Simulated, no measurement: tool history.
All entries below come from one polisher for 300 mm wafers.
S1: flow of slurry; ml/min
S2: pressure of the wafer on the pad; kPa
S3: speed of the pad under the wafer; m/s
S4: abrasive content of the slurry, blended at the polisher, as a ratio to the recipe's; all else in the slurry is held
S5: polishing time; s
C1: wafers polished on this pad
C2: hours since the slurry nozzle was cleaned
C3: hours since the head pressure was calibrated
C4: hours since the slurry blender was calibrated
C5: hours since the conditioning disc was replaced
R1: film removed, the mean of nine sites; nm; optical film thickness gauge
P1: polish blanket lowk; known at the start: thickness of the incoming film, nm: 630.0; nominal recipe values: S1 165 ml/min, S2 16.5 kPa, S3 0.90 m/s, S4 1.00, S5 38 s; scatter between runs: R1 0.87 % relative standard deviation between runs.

run 1 hour=4.3 | S1=165 S2=16.5 S3=0.90 S4=1.00 S5=38 | C1=1034 C2=109.6 C3=581.3 C4=125.0 C5=188.1 | R1=15.7780
run 2 hour=10.3 | S1=165 S2=16.5 S3=0.40 S4=1.00 S5=38 | C1=1139 C2=115.6 C3=587.3 C4=131.0 C5=194.1 | R1=8.2060
run 3 hour=14.3 | S1=165 S2=7.6 S3=0.90 S4=1.00 S5=38 | C1=1209 C2=119.6 C3=591.3 C4=135.0 C5=198.1 | R1=7.4082
run 4 hour=20.5 | S1=165 S2=16.5 S3=1.44 S4=1.00 S5=38 | C1=1317 C2=125.8 C3=597.5 C4=141.2 C5=204.3 | R1=22.9250
run 5 hour=27.2 | S1=165 S2=16.5 S3=0.90 S4=1.00 S5=55 | C1=1435 C2=132.5 C3=604.2 C4=147.9 C5=211.0 | R1=22.4690
run 6 hour=31.6 | S1=165 S2=16.5 S3=0.90 S4=1.00 S5=38 | C1=1512 C2=136.9 C3=608.6 C4=152.3 C5=215.4 | R1=15.6970
run 7 hour=38.3 | S1=165 S2=16.5 S3=0.90 S4=1.00 S5=38 | C1=1629 C2=143.6 C3=615.3 C4=159.0 C5=222.1 | R1=16.1170
run 8 hour=42.6 | S1=165 S2=16.5 S3=0.90 S4=1.00 S5=38 | C1=1704 C2=147.9 C3=619.6 C4=163.3 C5=226.4 | R1=15.9110
run 9 hour=49.8 | S1=165 S2=16.5 S3=0.90 S4=0.55 S5=38 | C1=1830 C2=155.1 C3=626.8 C4=170.5 C5=233.6 | R1=11.5510
run 10 hour=54.9 | S1=165 S2=24.8 S3=0.90 S4=1.00 S5=38 | C1=1919 C2=160.2 C3=631.9 C4=175.6 C5=238.7 | R1=23.5500
run 11 hour=59.1 | S1=125 S2=12.4 S3=0.90 S4=1.00 S5=38 | C1=1993 C2=164.4 C3=636.1 C4=179.8 C5=242.9 | R1=11.3190
run 12 hour=63.2 | S1=210 S2=16.5 S3=0.90 S4=1.20 S5=38 | C1=2064 C2=168.5 C3=640.2 C4=183.9 C5=247.0 | R1=17.9400
run 13 hour=67.4 | S1=165 S2=16.5 S3=0.90 S4=1.40 S5=38 | C1=2138 C2=172.7 C3=644.4 C4=188.1 C5=251.2 | R1=17.8920
run 14 hour=74.0 | S1=165 S2=16.5 S3=0.90 S4=1.00 S5=38 | C1=2253 C2=179.3 C3=651.0 C4=194.7 C5=257.8 | R1=16.0920
run 15 hour=78.9 | S1=260 S2=16.5 S3=0.90 S4=1.00 S5=38 | C1=2339 C2=184.2 C3=655.9 C4=199.6 C5=262.7 | R1=16.9030
run 16 hour=85.6 | S1=100 S2=9.0 S3=0.90 S4=1.00 S5=38 | C1=2456 C2=190.9 C3=662.6 C4=206.3 C5=269.4 | R1=7.7602
run 17 hour=91.9 | S1=100 S2=16.5 S3=0.90 S4=1.00 S5=38 | C1=2566 C2=197.2 C3=668.9 C4=212.6 C5=275.7 | R1=14.3360
run 18 hour=99.1 | S1=165 S2=16.5 S3=0.90 S4=1.00 S5=20 | C1=2692 C2=204.4 C3=676.1 C4=219.8 C5=282.9 | R1=8.2616
run 19 hour=104.3 | S1=165 S2=16.5 S3=0.90 S4=1.00 S5=38 | C1=2783 C2=209.6 C3=681.3 C4=225.0 C5=288.1 | R1=16.0240
run 20 hour=111.3 | S1=165 S2=16.5 S3=0.90 S4=1.00 S5=38 | C1=2906 C2=216.6 C3=688.3 C4=232.0 C5=295.1 | R1=14.9030
run 21 hour=115.0 | S1=165 S2=16.5 S3=0.90 S4=1.00 S5=38 | C1=2970 C2=220.3 C3=692.0 C4=235.7 C5=298.8 | R1=14.3540
-- hour=117.9 conditioning disc replaced and pad reconditioned
run 22 hour=120.2 | S1=165 S2=16.5 S3=0.90 S4=1.00 S5=38 | C1=3061 C2=225.5 C3=697.2 C4=240.9 C5=2.3 | R1=13.9420
run 23 hour=126.8 | S1=165 S2=16.5 S3=0.90 S4=1.00 S5=38 | C1=3177 C2=232.1 C3=703.8 C4=247.5 C5=8.9 | R1=14.0580
-- hour=128.2 head pressure recalibrated
-- hour=131.7 slurry nozzle cleaned
run 24 hour=133.0 | S1=165 S2=16.5 S3=0.90 S4=1.00 S5=38 | C1=3285 C2=1.4 C3=4.8 C4=253.7 C5=15.1 | R1=14.1260
run 25 hour=136.4 | S1=165 S2=16.5 S3=0.90 S4=1.00 S5=38 | C1=3345 C2=4.8 C3=8.2 C4=257.1 C5=18.5 | R1=13.8980
run 26 hour=142.9 | S1=165 S2=16.5 S3=0.90 S4=1.00 S5=38 | C1=3458 C2=11.3 C3=14.7 C4=263.6 C5=25.0 | R1=13.6480

What P1 gives has crept off from where it sat before. The 2 causes that follow fit the log equally well, each at the size noted:
A: abrasive missing from the slurry, % = 25.3
B: removal rate lost through wear of the pad, % = 13.3
The gradual shift began around hour 104.3.
Each remaining cause and why it is not a fit:
slurry flow missing at the pad, %: maintenance at hour 131.7, after the shift began, did not return the process to its former output
head's pressure below its setpoint, %: maintenance at hour 128.2, after the shift began, did not return the process to its former output
time polished since the conditioner stopped cutting, s: maintenance at hour 117.9, after the shift began, did not return the process to its former output

Of the 4 check runs below, each run on 3 wafers with the results averaged and each result still a question mark, which one would tell the listed causes apart?
run check 1 hour=149.4 | S1=245 S2=9.0 S3=0.90 S4=1.00 S5=38 | R1=?
run check 2 hour=149.4 | S1=100 S2=16.5 S3=1.38 S4=1.00 S5=38 | R1=?
run check 3 hour=149.4 | S1=165 S2=24.1 S3=0.40 S4=1.00 S5=38 | R1=?
run check 4 hour=149.4 | S1=165 S2=16.5 S3=0.90 S4=0.55 S5=38 | R1=?

What each check would give under each cause:
check=check_1 result=R1 if_A=7.8379 if_B=7.8416
check=check_2 result=R1 if_A=17.4670 if_B=17.4750
check=check_3 result=R1 if_A=10.4650 if_B=10.4700
check=check_4 result=R1 if_A=9.5909 if_B=10.0120
Per check, the gap between the least separated pair of causes, taken in the result that splits them most: check 1 0.05 %; check 2 0.05 %; check 3 0.05 %; check 4 4.3 %
Check 4 tells the causes apart: in the others they would give nearly the same result.

After running check 4, the following was obtained: R1 9.5478 nm. Which cause does this point to?

A is the cause: abrasive missing from the slurry, %.
